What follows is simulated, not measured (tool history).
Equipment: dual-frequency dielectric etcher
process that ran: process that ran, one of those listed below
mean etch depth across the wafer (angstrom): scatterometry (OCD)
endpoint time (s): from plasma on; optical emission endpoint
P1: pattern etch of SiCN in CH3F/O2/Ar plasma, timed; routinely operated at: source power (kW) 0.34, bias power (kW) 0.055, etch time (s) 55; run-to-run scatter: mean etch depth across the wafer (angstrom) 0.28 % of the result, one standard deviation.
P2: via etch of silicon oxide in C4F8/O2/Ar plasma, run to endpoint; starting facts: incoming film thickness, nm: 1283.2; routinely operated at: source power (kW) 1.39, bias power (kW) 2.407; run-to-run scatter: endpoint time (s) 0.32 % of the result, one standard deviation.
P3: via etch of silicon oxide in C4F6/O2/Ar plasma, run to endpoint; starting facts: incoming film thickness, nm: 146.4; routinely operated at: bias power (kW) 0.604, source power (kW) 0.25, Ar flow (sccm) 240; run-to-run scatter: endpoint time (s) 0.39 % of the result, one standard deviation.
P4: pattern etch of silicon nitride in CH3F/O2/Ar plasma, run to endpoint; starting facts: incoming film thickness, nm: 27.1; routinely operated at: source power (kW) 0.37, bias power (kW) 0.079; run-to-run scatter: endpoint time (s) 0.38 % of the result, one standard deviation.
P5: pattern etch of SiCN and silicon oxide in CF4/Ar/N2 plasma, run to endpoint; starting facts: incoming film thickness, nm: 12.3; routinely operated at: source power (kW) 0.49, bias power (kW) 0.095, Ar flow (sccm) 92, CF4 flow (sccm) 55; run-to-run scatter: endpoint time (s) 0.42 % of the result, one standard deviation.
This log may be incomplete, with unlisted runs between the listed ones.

| run | hour | process that ran | source power (kW) | bias power (kW) | etch time (s) | Ar flow (sccm) | CF4 flow (sccm) | mean etch depth across the wafer (angstrom) | endpoint time (s) |
|---|---|---|---|---|---|---|---|---|---|
| 1 | 15.7 | P1 | 0.34 | 0.055 | 55 |  |  | 177.91 |  |
| 2 | 33.5 | P3 | 0.25 | 0.604 |  | 143 |  |  | 33.203 |
| 3 | 44 | P5 | 0.49 | 0.095 |  | 129 | 55 |  | 13.47 |
| 4 | 61.8 | P3 | 0.25 | 0.604 |  | 240 |  |  | 35.335 |
| 5 | 76 | P2 | 1.39 | 3.222 |  |  |  |  | 259.33 |
| 6 | 92.7 | P2 | 1.39 | 2.407 |  |  |  |  | 284.13 |
| 7 | 107.4 | P1 | 0.34 | 0.055 | 55 |  |  | 176.75 |  |
| 8 | 122.9 | P5 | 0.49 | 0.056 |  | 92 | 55 |  | 15.361 |
| 9 | 136.4 | P1 | 0.34 | 0.055 | 55 |  |  | 177.37 |  |
| 10 | 154.8 | P1 | 0.34 | 0.073 | 55 |  |  | 195.08 |  |
| 11 | 169.7 | P1 | 0.34 | 0.055 | 55 |  |  | 177.57 |  |
| 12 | 181.5 | P1 | 0.34 | 0.055 | 55 |  |  | 177.04 |  |
| 13 | 194.4 | P1 | 0.34 | 0.036 | 78.5 |  |  | 219.87 |  |
| 14 | 207.2 | P5 | 0.49 | 0.095 |  | 92 | 55 |  | 12.764 |
| 15 | 220.7 | P1 | 0.4 | 0.055 | 55 |  |  | 188.96 |  |
| 16 | 231.4 | P4 | 0.37 | 0.079 |  |  |  |  | 38.229 |
| 17 | 248.5 | P1 | 0.34 | 0.055 | 55 |  |  | 177.02 |  |
| 18 | 257.1 | P5 | 0.49 | 0.095 |  | 92 | 70 |  | 12.451 |
| 19 | 271.8 | P1 | 0.23 | 0.055 | 55 |  |  | 153.21 |  |

Forecast run 20:
| 20 | 281.1 | P4 | 0.37 | 0.111 |  |  |  |  | ? |

For run 20 the tool returned endpoint time (s) 34.036.

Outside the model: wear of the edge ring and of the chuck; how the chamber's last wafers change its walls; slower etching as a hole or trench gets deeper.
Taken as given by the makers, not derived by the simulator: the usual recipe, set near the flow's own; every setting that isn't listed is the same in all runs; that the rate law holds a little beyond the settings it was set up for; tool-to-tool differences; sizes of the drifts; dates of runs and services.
